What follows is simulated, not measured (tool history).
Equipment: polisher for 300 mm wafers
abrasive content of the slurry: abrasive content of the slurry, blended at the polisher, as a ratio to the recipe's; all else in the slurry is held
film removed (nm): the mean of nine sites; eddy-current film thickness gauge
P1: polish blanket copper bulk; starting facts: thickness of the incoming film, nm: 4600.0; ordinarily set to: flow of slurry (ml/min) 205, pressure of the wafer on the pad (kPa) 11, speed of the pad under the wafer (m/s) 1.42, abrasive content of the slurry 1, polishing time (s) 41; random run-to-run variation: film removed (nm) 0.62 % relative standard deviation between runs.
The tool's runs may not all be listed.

| run | day | flow of slurry (ml/min) | pressure of the wafer on the pad (kPa) | speed of the pad under the wafer (m/s) | abrasive content of the slurry | polishing time (s) | wafers polished on this pad | hours since the slurry nozzle was cleaned | hours since the head pressure was calibrated | hours since the slurry blender was calibrated | film removed (nm) |
|---|---|---|---|---|---|---|---|---|---|---|---|
| 1 | 0.358 | 205 | 11 | 1.42 | 1 | 41 | 388 | 355.3 | 300 | 53.4 | 295.34 |
| 2 | 0.692 | 205 | 11 | 1.42 | 1 | 41 | 460 | 363.3 | 308 | 61.4 | 295.46 |
| 3 | 1.088 | 315 | 8.3 | 1.42 | 1 | 41 | 545 | 372.8 | 317.5 | 70.9 | 231 |
| 4 | 1.267 | 205 | 11 | 2.24 | 1 | 41 | 584 | 377.1 | 321.8 | 75.2 | 464.27 |
| 5 | 1.517 | 205 | 11 | 1.42 | 1 | 41 | 638 | 383.1 | 327.8 | 81.2 | 293.62 |
| 6 | 1.775 | 205 | 11 | 1.42 | 1 | 41 | 694 | 389.3 | 334 | 87.4 | 292.15 |
| 7 | 2.054 | 205 | 4.8 | 1.42 | 1 | 19 | 754 | 396 | 340.7 | 94.1 | 59.408 |
| 8 | 2.412 | 205 | 11 | 1.42 | 1 | 41 | 831 | 404.6 | 349.3 | 102.7 | 291.21 |
| 9 | 2.771 | 205 | 11 | 1.42 | 0.5 | 41 | 909 | 413.2 | 357.9 | 111.3 | 254.21 |
| 10 | 3.05 | 205 | 11 | 1.42 | 1.3 | 41 | 969 | 419.9 | 364.6 | 118 | 309.98 |
| 11 | 3.442 | 285 | 11 | 1.42 | 1 | 41 | 1054 | 429.3 | 374 | 127.4 | 305.55 |
| 12 | 3.775 | 205 | 11 | 1.42 | 1 | 41 | 1126 | 437.3 | 382 | 135.4 | 294.8 |
| 13 | 4.046 | 205 | 11 | 1.42 | 1 | 41 | 1184 | 443.8 | 388.5 | 141.9 | 294.14 |
| 14 | 4.433 | 205 | 11 | 1.42 | 1 | 21 | 1268 | 453.1 | 397.8 | 151.2 | 149.29 |
| 15 | 4.8 | 205 | 11 | 0.64 | 1 | 41 | 1347 | 461.9 | 406.6 | 160 | 133.29 |
| 16 | 5.079 | 205 | 4.8 | 1.42 | 1 | 41 | 1407 | 468.6 | 413.3 | 166.7 | 129.98 |
| 17 | 5.354 | 155 | 15.9 | 1.42 | 1 | 41 | 1467 | 475.2 | 419.9 | 173.3 | 406.13 |
| 18 | 5.633 | 125 | 11 | 1.42 | 1 | 41 | 1527 | 481.9 | 426.6 | 180 | 270.64 |
| 19 | 5.988 | 205 | 11 | 1.42 | 1 | 61 | 1604 | 490.4 | 435.1 | 188.5 | 441.06 |
| 20 | 6.275 | 205 | 14.5 | 1.42 | 1 | 41 | 1666 | 497.3 | 442 | 195.4 | 381.28 |
| 21 | 6.533 | 205 | 11 | 1.42 | 1 | 41 | 1722 | 503.5 | 448.2 | 201.6 | 291.73 |
| 22 | 6.858 | 205 | 11 | 1.42 | 1 | 41 | 1792 | 511.3 | 456 | 209.4 | 291.17 |
| 23 | 7.112 | 205 | 11 | 1.42 | 1 | 41 | 1847 | 517.4 | 462.1 | 215.5 | 286.34 |
| 24 | 7.383 | 205 | 11 | 1.42 | 1 | 41 | 1905 | 523.9 | 468.6 | 222 | 280.32 |
|  | 7.5 | slurry blender recalibrated |
| 25 | 7.621 | 205 | 11 | 1.42 | 1 | 41 | 1957 | 529.6 | 474.3 | 2.9 | 279.94 |
|  | 7.779 | worn pad replaced by a new one |
| 26 | 7.912 | 205 | 11 | 1.42 | 1 | 41 | 28 | 536.6 | 481.3 | 9.9 | 279.6 |
| 27 | 8.296 | 205 | 11 | 1.42 | 1 | 41 | 111 | 545.8 | 490.5 | 19.1 | 282.83 |
| 28 | 8.542 | 205 | 11 | 1.42 | 1 | 41 | 164 | 551.7 | 496.4 | 25 | 276.66 |
| 29 | 8.717 | 205 | 11 | 1.42 | 1 | 41 | 202 | 555.9 | 500.6 | 29.2 | 283.58 |

Something has made what P1 gives creep away from where it was; the 2 causes below, each at its own stated size, fit the log equally well:
A: slurry flow missing at the pad, % = 29
B: head's pressure below its setpoint, % = 5.08
The drift started at roughly day 6.533.
Ruled out, with reasons:
removal rate lost through wear of the pad, %: work on it at day 7.779, done after the drift set in, did not restore what the process gave before
abrasive missing from the slurry, %: work on it at day 7.5, done after the drift set in, did not restore what the process gave before

Which of the 4 check runs listed below, each an average over 3 wafers with its results shown as question marks, gives clearly different results under the different listed causes?
| check 1 | 8.892 | 205 | 11 | 0.7 | 1 | 53 |  |  |  |  | ? |
| check 2 | 8.892 | 130 | 11 | 0.86 | 1 | 41 |  |  |  |  | ? |
| check 3 | 8.892 | 205 | 11 | 2.12 | 1.2 | 41 |  |  |  |  | ? |
| check 4 | 8.892 | 205 | 11 | 0.64 | 0.85 | 41 |  |  |  |  | ? |

What each check would give under each cause:
| check | result | if A | if B |
|---|---|---|---|
| check 1 | film removed (nm) | 178.31 | 178.31 |
| check 2 | film removed (nm) | 153.34 | 157.5 |
| check 3 | film removed (nm) | 434.59 | 434.57 |
| check 4 | film removed (nm) | 121.84 | 121.84 |
How far apart the two closest causes lie, in the result that separates them most: check 1 0 %; check 2 2.68 %; check 3 0 %; check 4 0 %
Check 2 is the one run that separates the causes; every other check would come out nearly the same whichever cause is at work.

With check 2 done, the readings were: film removed (nm) 154.26. Identify which of the listed causes applies.

Of the candidate causes, it is A: slurry flow missing at the pad, %.
